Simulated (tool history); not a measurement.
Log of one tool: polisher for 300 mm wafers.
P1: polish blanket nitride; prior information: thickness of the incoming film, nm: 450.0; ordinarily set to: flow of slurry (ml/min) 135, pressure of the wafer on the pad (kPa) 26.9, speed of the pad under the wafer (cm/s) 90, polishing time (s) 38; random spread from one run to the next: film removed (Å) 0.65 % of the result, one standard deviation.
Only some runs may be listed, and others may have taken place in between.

run,day,flow of slurry (ml/min),pressure of the wafer on the pad (kPa),speed of the pad under the wafer (cm/s),polishing time (s),wafers polished on this pad,hours since the slurry nozzle was cleaned,hours since the head pressure was calibrated,film removed (Å)
1,0.225,135,26.9,90,38,771,282.6,494.8,659.23
2,0.592,135,26.9,90,19,922,291.4,503.6,330.22
3,0.883,135,26.9,90,38,1042,298.4,510.6,649.01
4,1.250,135,12.4,90,58,1193,307.2,519.4,461.71
5,1.592,135,26.9,90,38,1333,315.4,527.6,657.31
6,1.958,135,42.1,90,38,1484,324.2,536.4,1034.40
7,2.342,210,26.9,90,38,1642,333.4,545.6,705.42
8,2.671,135,26.9,90,38,1778,341.3,553.5,660.43
9,2.879,135,26.9,90,38,1863,346.3,558.5,653.06
10,3.171,135,26.9,90,38,1984,353.3,565.5,661.24
11,3.446,135,26.9,90,38,2097,359.9,572.1,658.98
12,3.796,135,26.9,90,54,2241,368.3,580.5,927.68
13,4.179,80,26.9,90,38,2399,377.5,589.7,578.92
14,4.575,135,26.9,136,38,2562,387.0,599.2,912.79
15,4.904,135,26.9,48,38,2697,394.9,607.1,400.41

For run 16, what comes out?
16,5.171,135,20.0,90,38,2807,401.3,613.5,?

film removed (Å): 487.28
